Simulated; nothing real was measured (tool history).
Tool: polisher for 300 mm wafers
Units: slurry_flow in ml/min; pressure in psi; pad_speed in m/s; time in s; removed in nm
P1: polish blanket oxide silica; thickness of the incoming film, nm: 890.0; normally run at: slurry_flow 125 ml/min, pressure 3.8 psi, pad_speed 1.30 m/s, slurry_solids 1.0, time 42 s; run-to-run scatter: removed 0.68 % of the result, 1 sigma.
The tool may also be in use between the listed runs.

run	hour	slurry_flow	pressure	pad_speed	slurry_solids	time	removed
1	8.1	125	3.8	1.30	1.0	42	129.660
2	17.2	75	3.8	1.30	1.0	42	114.580
3	24.5	125	3.8	1.30	1.0	42	129.970
4	32.7	165	3.8	1.30	1.0	42	137.170
5	41.1	125	3.8	0.78	1.0	42	86.775
6	46.9	125	3.8	1.30	1.0	42	131.400
7	55.8	125	3.8	1.30	1.5	42	153.140
# hour 57.0: head pressure recalibrated
8	60.2	165	3.8	1.78	1.0	42	176.410
9	64.2	125	3.8	1.72	1.0	42	163.010
10	72.0	125	3.8	1.30	1.0	42	132.360
11	80.4	125	2.4	1.66	1.0	42	100.020
12	88.8	125	5.8	1.30	1.0	42	202.420
13	93.0	125	3.8	1.30	1.0	31	94.846
14	99.3	125	3.8	1.30	1.0	42	130.850
15	105.9	125	2.3	1.30	1.0	42	78.691
16	110.5	125	3.8	1.30	0.5	42	88.638
17	117.2	125	3.8	1.30	1.0	42	130.830
18	123.5	125	2.7	0.64	1.0	42	52.745
19	127.5	125	3.8	1.30	1.0	64	199.740
20	135.0	125	3.8	1.30	1.0	42	130.150
21	141.3	125	3.8	1.30	1.0	42	127.570
22	149.2	125	3.8	1.30	1.0	42	125.070
23	153.2	125	3.8	1.30	1.0	42	123.210
24	161.7	125	3.8	1.30	1.0	42	121.480
25	168.2	125	3.8	1.30	1.0	42	119.290
# hour 172.1: head pressure recalibrated
# hour 175.6: conditioning disc replaced and pad reconditioned
# hour 176.1: slurry blender recalibrated
26	177.1	125	3.8	1.30	1.0	42	119.890
27	186.1	125	3.8	1.30	1.0	42	118.980
28	194.6	125	3.8	1.30	1.0	42	118.520
29	200.6	125	3.8	1.30	1.0	42	117.930

What P1 gives has crept away from where it was. These 2 causes fit the log equally well, each at the size given:
A: slurry flow missing at the pad, % = 33.4
B: removal rate lost through wear of the pad, % = 9.51
The creep began at about hour 135.0.
Why every other cause is out:
head's pressure below its setpoint, %: serviced at hour 172.1, which brought nothing back
abrasive missing from the slurry, %: serviced at hour 176.1, which brought nothing back
time polished since the conditioner stopped cutting, s: serviced at hour 175.6, which brought nothing back

4 check runs are offered, one wafer each, their results left as question marks. Which one tells the causes apart?
check 1	206.6	125	4.6	1.30	0.55	42	?
check 2	206.6	75	3.8	1.30	1.00	42	?
check 3	206.6	125	3.8	1.30	0.55	62	?
check 4	206.6	125	3.8	1.30	1.45	42	?

What each check would give under each cause:
check	result	if A	if B
check 1	removed	104.190	104.210
check 2	removed	98.016	103.490
check 3	removed	127.060	127.080
check 4	removed	137.480	137.500
How far apart the two closest causes lie, in the result that separates them most: check 1 0.02 %; check 2 5.44 %; check 3 0.02 %; check 4 0.02 %
Check 2 tells the causes apart: in the others they would give nearly the same result.

Then check 2 was run and gave: removed 98.226 nm. Which cause is it?

It is A: slurry flow missing at the pad, %.
